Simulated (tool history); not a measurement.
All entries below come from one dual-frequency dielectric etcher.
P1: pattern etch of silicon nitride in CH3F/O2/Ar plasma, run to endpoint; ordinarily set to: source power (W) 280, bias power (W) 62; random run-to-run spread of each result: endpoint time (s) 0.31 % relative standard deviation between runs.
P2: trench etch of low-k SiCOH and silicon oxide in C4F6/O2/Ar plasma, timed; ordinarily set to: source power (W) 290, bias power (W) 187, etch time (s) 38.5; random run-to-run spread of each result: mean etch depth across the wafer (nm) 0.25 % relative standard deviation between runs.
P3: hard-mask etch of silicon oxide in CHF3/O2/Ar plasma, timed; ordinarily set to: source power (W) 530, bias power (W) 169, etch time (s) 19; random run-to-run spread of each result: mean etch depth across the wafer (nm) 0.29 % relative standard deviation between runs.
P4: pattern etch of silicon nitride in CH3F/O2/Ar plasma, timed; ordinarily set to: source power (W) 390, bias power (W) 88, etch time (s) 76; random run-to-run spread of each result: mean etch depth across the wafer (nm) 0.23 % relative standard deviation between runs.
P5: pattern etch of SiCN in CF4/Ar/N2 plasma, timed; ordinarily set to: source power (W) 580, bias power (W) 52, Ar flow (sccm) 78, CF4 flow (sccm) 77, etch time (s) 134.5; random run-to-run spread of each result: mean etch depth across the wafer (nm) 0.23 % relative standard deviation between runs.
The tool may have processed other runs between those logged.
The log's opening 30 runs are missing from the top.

run     day  process that ran  source power (W)  bias power (W)  Ar flow (sccm)  CF4 flow (sccm)  etch time (s)  endpoint time (s)  mean etch depth across the wafer (nm)
 31   7.604                P4               390              88                                              76                                                    57.466
 32   7.783                P4               390              52                                              76                                                    48.024
 33   8.079                P1               280              83                                                             78.594
 34   8.375                P1               280              62                                                             87.346
 35   8.688                P1               280              62                                                             86.974
 36   9.008                P1               280              62                                                             86.374
 37   9.292                P1               280              62                                                             86.633
 38   9.446                P1               280              62                                                             86.418
 39   9.779                P1               280              62                                                             85.794
        9.9  -- wet clean of the chamber
 40  10.083                P1               280              62                                                             85.715
 41  10.296                P1               280              62                                                             86.418
 42  10.483                P1               280              62                                                             86.047
 43  10.654                P1               280              62                                                             86.133
 44  10.862                P1               280              62                                                             85.783

Run 45 has not been measured yet. What should we expect?
 45  11.179                P1               280              62                                                                  ?

endpoint time (s): 85.657
